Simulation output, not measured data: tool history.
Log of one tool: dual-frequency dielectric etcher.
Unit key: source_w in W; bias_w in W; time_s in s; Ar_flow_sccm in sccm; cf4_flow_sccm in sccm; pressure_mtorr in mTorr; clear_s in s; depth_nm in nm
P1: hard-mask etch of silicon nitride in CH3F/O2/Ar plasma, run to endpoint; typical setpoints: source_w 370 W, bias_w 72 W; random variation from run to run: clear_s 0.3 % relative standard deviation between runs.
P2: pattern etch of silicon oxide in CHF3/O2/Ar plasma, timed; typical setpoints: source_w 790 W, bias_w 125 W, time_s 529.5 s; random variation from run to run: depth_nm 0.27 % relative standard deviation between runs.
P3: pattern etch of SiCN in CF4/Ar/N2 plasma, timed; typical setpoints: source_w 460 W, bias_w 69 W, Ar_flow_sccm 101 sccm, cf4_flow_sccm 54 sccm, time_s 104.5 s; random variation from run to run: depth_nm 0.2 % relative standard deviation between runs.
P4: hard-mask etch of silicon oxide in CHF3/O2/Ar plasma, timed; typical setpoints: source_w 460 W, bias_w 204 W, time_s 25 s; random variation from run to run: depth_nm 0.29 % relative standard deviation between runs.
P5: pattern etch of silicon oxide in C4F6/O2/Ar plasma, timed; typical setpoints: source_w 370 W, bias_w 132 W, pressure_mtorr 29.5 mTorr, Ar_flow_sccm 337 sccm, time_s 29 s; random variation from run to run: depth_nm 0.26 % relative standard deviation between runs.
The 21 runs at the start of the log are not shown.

run   hour  process  source_w  bias_w  time_s  Ar_flow_sccm  cf4_flow_sccm  pressure_mtorr  clear_s  depth_nm
 22  289.5       P4       260     204      25                                                          38.333
 23  300.7       P4       460     204      25                                                          47.608
 24  314.9       P5       460     132      29           337                           29.5             88.645
 25  329.9       P1       370      72                                                        59.149
 26  337.7       P1       370      72                                                        59.289
 27    347       P1       440      49                                                        62.597
 28  356.7       P5       370      85      29           337                           29.5             71.543
 29  366.8       P1       370      44                                                        70.002
 30  378.6       P3       270      69   104.5           101             54                             54.545
 31  388.5       P1       370      72                                                        59.105

The next listed run, before its measurement:
 32  402.6       P1       480      59                                                             ?

clear_s: 57.35 s
